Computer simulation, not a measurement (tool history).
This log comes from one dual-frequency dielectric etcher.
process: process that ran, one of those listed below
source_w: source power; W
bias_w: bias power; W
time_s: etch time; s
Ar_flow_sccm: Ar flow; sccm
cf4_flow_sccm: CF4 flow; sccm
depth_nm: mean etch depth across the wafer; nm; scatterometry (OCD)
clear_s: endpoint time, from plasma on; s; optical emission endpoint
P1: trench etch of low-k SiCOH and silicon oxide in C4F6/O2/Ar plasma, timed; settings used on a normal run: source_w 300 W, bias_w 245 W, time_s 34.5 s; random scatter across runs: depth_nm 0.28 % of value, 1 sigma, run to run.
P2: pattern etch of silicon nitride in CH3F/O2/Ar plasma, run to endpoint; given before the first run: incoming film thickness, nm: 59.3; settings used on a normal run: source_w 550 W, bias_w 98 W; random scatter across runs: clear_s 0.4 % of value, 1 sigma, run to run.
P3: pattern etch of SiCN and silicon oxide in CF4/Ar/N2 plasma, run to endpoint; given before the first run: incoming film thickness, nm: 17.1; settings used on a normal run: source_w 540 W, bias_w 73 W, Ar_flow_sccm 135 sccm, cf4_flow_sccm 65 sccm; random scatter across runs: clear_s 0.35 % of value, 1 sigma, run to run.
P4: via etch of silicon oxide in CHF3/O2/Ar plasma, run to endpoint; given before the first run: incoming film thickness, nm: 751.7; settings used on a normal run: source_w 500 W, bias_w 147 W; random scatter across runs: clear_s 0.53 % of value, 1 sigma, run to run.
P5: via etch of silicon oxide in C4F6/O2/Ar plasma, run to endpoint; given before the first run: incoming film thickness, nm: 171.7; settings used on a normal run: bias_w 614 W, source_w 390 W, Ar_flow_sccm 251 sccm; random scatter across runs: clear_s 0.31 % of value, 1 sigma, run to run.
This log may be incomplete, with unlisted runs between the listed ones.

run     day  process  source_w  bias_w  time_s  Ar_flow_sccm  cf4_flow_sccm  hours since the last wet clean  hours since the last source power generator calibration  hours since the last bias power generator calibration  depth_nm  clear_s
  1   0.296       P1       300     245    34.5                                                         88.9                                                   1863.6                                                  572.9    110.54
  2   0.842       P4       500     112                                                                  102                                                   1876.7                                                    586             471.17
  3   1.188       P1       300     245    34.5                                                        110.3                                                     1885                                                  594.3    110.62
  4   1.438       P1       300     342    34.5                                                        116.3                                                     1891                                                  600.3    124.39
  5   1.967       P1       210     245    34.5                                                          129                                                   1903.7                                                    613     96.39
  6    2.45       P3       540      49                   135             65                           140.6                                                   1915.3                                                  624.6             20.802
  7   2.992       P1       300     245    34.5                                                        153.6                                                   1928.3                                                  637.6    110.63
  8   3.354       P4       320     147                                                                162.3                                                     1937                                                  646.3              510.9
  9   3.767       P5       390     614                   251                                          172.2                                                   1946.9                                                  656.2             36.756
 10   4.338       P1       300     245    34.5                                                        185.9                                                   1960.6                                                  669.9    110.88
 11   4.688       P1       300     245    19.5                                                        194.3                                                     1969                                                  678.3      62.4
 12   5.025       P1       300     245    45.5                                                        202.4                                                   1977.1                                                  686.4    146.32
 13   5.346       P4       500     147                                                                210.1                                                   1984.8                                                  694.1             431.36
      5.438  -- wet clean of the chamber
 14   5.729       P3       540      73                   135             65                               7                                                     1994                                                  703.3             18.153
 15   6.167       P5       390     466                   251                                           17.5                                                   2004.5                                                  713.8             40.942
 16   6.554       P2       550      98                                                                 26.8                                                   2013.8                                                  723.1             67.717
 17   7.012       P2       550      71                                                                 37.8                                                   2024.8                                                  734.1             75.816
 18   7.433       P1       360     245    34.5                                                         47.9                                                   2034.9                                                  744.2    118.54
 19   7.975       P1       300     245    34.5                                                         60.9                                                   2047.9                                                  757.2    110.75
 20   8.333       P5       520     614                   251                                           69.5                                                   2056.5                                                  765.8             33.138
 21   8.762       P3       320      73                   135             65                            79.8                                                   2066.8                                                  776.1             28.919
 22   9.258       P1       180     313    34.5                                                         91.7                                                   2078.7                                                    788    99.383
 23   9.729       P1       300     245    34.5                                                          103                                                     2090                                                  799.3    110.72
 24  10.296       P1       300     150    34.5                                                        116.6                                                   2103.6                                                  812.9    94.535
 25  10.696       P5       390     614                   349                                          126.2                                                   2113.2                                                  822.5             38.035
 26  10.971       P1       300     296      22                                                        132.8                                                   2119.8                                                  829.1    75.245
 27  11.275       P2       430      98                                                                140.1                                                   2127.1                                                  836.4             74.663
 28  11.588       P1       300     331    47.5                                                        147.6                                                   2134.6                                                  843.9     168.6
 29  12.125       P3       540      73                   135             65                           160.5                                                   2147.5                                                  856.8             18.182
 30  12.438       P3       540      73                   135             85                             168                                                     2155                                                  864.3             17.375
 31  12.729       P3       540      73                    86             65                             175                                                     2162                                                  871.3             16.923
 32  12.992       P1       300     245    34.5                                                        181.3                                                   2168.3                                                  877.6     110.9
 33  13.358       P1       300     245    34.5                                                        190.1                                                   2177.1                                                  886.4     109.7
 34  13.608       P1       300     245    34.5                                                        196.1                                                   2183.1                                                  892.4    109.78
 35  14.004       P1       300     245    34.5                                                        205.6                                                   2192.6                                                  901.9    108.98
 36  14.517       P1       300     245    34.5                                                        217.9                                                   2204.9                                                  914.2    109.38
 37  14.988       P1       300     245    34.5                                                        229.2                                                   2216.2                                                  925.5    108.99
 38  15.442       P1       300     245    34.5                                                        240.1                                                   2227.1                                                  936.4    108.63
     15.583  -- wet clean of the chamber
 39  15.929       P1       300     245    34.5                                                          8.4                                                   2238.8                                                  948.1    108.65
 40  16.479       P1       300     245    34.5                                                         21.6                                                     2252                                                  961.3    108.65
 41  16.938       P1       300     245    34.5                                                         32.6                                                     2263                                                  972.3    108.96
 42  17.238       P1       300     245    34.5                                                         39.8                                                   2270.2                                                  979.5    108.19
 43  17.612       P1       300     245    34.5                                                         48.8                                                   2279.2                                                  988.5    108.51

What P1 gives has crept away from where it was. These 2 causes fit the log equally well, each at the size given:
A: bias power that arrives under what is set, % = 4.86
B: source power that arrives under what is set, % = 4.37
The process output started creeping at around day 12.992.
The rest of the possible causes, and what rules out each one:
chamber walls in a state that lowers the etch rate, %: was serviced at day 15.583, once the creep was under way, yet the earlier output never came back

Consider the 4 check runs below, whose results appear as question marks and each of which averages 2 wafers. Which one distinguishes the causes, in that each cause would give it a clearly different result?
check 1  17.988       P5       390     614                   251                                                                                                                                                                                 ?
check 2  17.988       P3       540      73                   135             65                                                                                                                                                                  ?
check 3  17.988       P4       500     147                                                                                                                                                                                                       ?
check 4  17.988       P2       550      98                                                                                                                                                                                                       ?

What each check would give under each cause:
  check   result    if A    if B
check 1  clear_s  37.449  37.344
check 2  clear_s  18.491  18.894
check 3  clear_s  436.44  436.89
check 4  clear_s  69.001  68.933
Smallest distance between any two causes, each pair judged by its most separating result, in per cent: check 1 0.28 %; check 2 2.16 %; check 3 0.1 %; check 4 0.1 %
The causes can be told apart only by check 2. The other checks would give nearly the same results under each of them.

Here is what check 2 returned: clear_s 18.475 s. Which cause is it?

The correct cause is A, namely: bias power that arrives under what is set, %.

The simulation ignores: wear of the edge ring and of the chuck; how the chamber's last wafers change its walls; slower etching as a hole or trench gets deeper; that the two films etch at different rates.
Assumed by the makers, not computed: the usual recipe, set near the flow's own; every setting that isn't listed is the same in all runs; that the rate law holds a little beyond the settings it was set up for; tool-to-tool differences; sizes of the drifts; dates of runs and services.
